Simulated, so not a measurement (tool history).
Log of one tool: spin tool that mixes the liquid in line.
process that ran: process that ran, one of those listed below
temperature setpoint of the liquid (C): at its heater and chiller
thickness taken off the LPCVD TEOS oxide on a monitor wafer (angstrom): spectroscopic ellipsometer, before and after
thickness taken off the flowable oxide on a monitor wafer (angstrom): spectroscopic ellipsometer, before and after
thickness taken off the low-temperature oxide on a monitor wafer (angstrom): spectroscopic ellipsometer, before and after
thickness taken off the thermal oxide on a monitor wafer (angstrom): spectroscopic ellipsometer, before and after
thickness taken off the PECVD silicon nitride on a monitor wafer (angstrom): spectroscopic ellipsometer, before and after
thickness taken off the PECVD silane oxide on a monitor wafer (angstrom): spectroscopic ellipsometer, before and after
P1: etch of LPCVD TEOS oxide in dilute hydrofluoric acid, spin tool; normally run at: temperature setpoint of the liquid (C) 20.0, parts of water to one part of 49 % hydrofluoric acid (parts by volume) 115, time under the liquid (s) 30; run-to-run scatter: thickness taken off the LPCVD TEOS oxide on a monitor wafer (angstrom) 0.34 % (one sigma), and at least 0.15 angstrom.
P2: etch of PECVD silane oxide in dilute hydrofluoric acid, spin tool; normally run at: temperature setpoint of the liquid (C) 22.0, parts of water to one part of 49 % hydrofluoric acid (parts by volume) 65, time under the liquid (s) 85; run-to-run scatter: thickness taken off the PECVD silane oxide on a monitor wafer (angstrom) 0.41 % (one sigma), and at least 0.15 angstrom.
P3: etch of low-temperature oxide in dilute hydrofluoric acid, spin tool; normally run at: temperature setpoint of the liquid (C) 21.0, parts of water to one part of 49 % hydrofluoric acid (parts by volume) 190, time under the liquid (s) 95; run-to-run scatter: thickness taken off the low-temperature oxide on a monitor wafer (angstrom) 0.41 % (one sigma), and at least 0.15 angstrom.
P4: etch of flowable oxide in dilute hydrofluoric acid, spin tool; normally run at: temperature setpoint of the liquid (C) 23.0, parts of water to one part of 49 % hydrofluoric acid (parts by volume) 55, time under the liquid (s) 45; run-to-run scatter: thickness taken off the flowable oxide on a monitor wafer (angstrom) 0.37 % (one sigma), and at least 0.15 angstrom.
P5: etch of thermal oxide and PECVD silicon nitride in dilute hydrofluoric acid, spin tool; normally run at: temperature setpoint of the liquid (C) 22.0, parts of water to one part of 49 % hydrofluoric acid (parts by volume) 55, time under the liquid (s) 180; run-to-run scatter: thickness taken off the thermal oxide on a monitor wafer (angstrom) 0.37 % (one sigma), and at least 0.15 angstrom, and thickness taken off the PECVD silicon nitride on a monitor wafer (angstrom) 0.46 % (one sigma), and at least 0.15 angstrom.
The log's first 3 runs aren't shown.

run   hour  process that ran  temperature setpoint of the liquid (C)  parts of water to one part of 49 % hydrofluoric acid (parts by volume)  time under the liquid (s)  hours since the thermometer was replaced  hours since the hydrofluoric acid flow meter was replaced  thickness taken off the LPCVD TEOS oxide on a monitor wafer (angstrom)  thickness taken off the flowable oxide on a monitor wafer (angstrom)  thickness taken off the low-temperature oxide on a monitor wafer (angstrom)  thickness taken off the thermal oxide on a monitor wafer (angstrom)  thickness taken off the PECVD silicon nitride on a monitor wafer (angstrom)  thickness taken off the PECVD silane oxide on a monitor wafer (angstrom)
  4   17.9                P1                                    20.0                                                                     115                         30                                     339.6                                                      399.1                                                                 125.540
  5   24.7                P1                                    17.0                                                                     115                         15                                     346.4                                                      405.9                                                                  55.090
  6   32.2                P1                                    20.0                                                                     160                         30                                     353.9                                                      413.4                                                                  85.845
  7   36.9                P5                                    17.0                                                                      55                        180                                     358.6                                                      418.1                                                                                                                                                                                                                                                                                          118.00                                                                       33.130
  8   43.6                P1                                    20.0                                                                     155                         50                                     365.3                                                      424.8                                                                 147.840
  9   50.2                P3                                    21.0                                                                     260                         95                                     371.9                                                      431.4                                                                                                                                                                                                                     95.968
 10   56.0                P2                                    22.0                                                                      65                        130                                     377.7                                                      437.2                                                                                                                                                                                                                                                                                                                                                                                                                                                 301.14
      62.8  -- hydrofluoric acid flow meter replaced
 11   62.9                P1                                    17.0                                                                     115                         30                                     384.6                                                        0.2                                                                 110.650
 12   68.5                P1                                    20.0                                                                     200                         60                                     390.2                                                        5.8                                                                 131.940
 13   74.7                P1                                    24.0                                                                     115                         30                                     396.4                                                       12.0                                                                 147.540
 14   80.7                P2                                    28.0                                                                      65                         85                                     402.4                                                       18.0                                                                                                                                                                                                                                                                                                                                                                                                                                                 249.79
 15   87.1                P4                                    23.0                                                                      55                         45                                     408.8                                                       24.4                                                                                                                                        481.47
 16   93.3                P1                                    20.0                                                                     115                         30                                     415.0                                                       30.6                                                                 125.170
 17  100.2                P1                                    20.0                                                                     115                         45                                     421.9                                                       37.5                                                                 187.450
 18  105.5                P5                                    22.0                                                                      55                        180                                     427.2                                                       42.8                                                                                                                                                                                                                                                                                          143.79                                                                       46.872
 19  110.4                P2                                    22.0                                                                      90                         85                                     432.1                                                       47.7                                                                                                                                                                                                                                                                                                                                                                                                                                                 137.22
 20  116.8                P3                                    21.0                                                                     190                        185                                     438.5                                                       54.1                                                                                                                                                                                                                    273.890
 21  124.3                P3                                    21.0                                                                     190                         95                                     446.0                                                       61.6                                                                                                                                                                                                                    140.630
 22  128.9                P1                                    20.0                                                                     115                         15                                     450.6                                                       66.2                                                                  62.557
 23  135.3                P3                                    21.0                                                                     190                         95                                     457.0                                                       72.6                                                                                                                                                                                                                    140.220
 24  141.3                P4                                    28.0                                                                      55                         45                                     463.0                                                       78.6                                                                                                                                        598.51
 25  145.5                P1                                    20.0                                                                     115                         30                                     467.2                                                       82.8                                                                 124.550
 26  152.5                P5                                    22.0                                                                      20                        180                                     474.2                                                       89.8                                                                                                                                                                                                                                                                                          416.34                                                                      124.280
 27  157.6                P2                                    22.0                                                                      65                         85                                     479.3                                                       94.9                                                                                                                                                                                                                                                                                                                                                                                                                                                 197.04

Run 28 comes next. What will it give?
 28  161.5                P1                                    20.0                                                                     115                         30                                     483.2                                                       98.8                                                                       ?

{"run 28": {"thickness taken off the LPCVD TEOS oxide on a monitor wafer (angstrom)": 125.54}}
